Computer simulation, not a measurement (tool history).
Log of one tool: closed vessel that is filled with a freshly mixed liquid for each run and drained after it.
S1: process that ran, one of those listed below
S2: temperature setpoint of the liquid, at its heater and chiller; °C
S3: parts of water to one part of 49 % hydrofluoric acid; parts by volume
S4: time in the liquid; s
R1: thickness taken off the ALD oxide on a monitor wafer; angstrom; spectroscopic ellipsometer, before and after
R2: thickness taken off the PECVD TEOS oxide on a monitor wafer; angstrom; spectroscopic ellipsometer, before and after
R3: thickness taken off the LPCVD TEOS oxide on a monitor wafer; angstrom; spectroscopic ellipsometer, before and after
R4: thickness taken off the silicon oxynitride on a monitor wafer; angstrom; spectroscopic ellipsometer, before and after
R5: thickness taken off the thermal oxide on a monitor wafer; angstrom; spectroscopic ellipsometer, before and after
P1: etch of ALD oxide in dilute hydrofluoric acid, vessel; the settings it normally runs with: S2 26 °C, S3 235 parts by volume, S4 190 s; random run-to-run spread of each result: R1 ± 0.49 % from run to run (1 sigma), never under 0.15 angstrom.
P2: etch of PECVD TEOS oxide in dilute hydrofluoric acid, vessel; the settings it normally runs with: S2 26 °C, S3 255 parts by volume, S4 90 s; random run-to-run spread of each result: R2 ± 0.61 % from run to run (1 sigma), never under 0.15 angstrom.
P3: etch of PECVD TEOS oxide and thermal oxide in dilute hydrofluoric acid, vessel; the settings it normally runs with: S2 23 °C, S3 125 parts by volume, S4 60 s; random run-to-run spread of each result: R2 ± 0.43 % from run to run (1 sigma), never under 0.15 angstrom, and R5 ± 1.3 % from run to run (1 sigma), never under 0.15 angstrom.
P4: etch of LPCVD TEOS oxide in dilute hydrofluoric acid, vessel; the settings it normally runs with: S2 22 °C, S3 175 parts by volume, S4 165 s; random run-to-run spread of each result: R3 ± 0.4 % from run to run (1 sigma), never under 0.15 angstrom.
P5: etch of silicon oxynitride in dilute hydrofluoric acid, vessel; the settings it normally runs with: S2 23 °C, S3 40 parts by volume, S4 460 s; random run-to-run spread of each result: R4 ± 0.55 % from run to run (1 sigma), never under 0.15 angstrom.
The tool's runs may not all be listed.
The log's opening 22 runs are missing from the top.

run     day  S1    S2   S3   S4      R1      R2      R3      R4      R5
 23  10.721  P1  18.5  155  190  173.53
 24  11.129  P3    23  125   60          64.802                  21.462
 25   11.65  P2    26  255   90          51.369
 26   12.25  P5    23   40  785                           288.1
 27  12.775  P1    26  235   80  59.292
 28  13.096  P1    26  390  190  71.652
 29  13.717  P2    26  395   90          28.968
 30  14.258  P4    17  175  165                  147.31
 31  14.829  P5  30.5   40  460                          240.87
 32  15.133  P3    23  215   60          34.269                   11.46
 33  15.546  P1    26  235  190  140.76
 34  15.954  P1    26  235  190  140.54
 35  16.554  P1    26  235  190  145.63

What will run 36 give?
 36  17.062  P1  26  235  190   ?

{"run 36": {"R1": 148.4}}
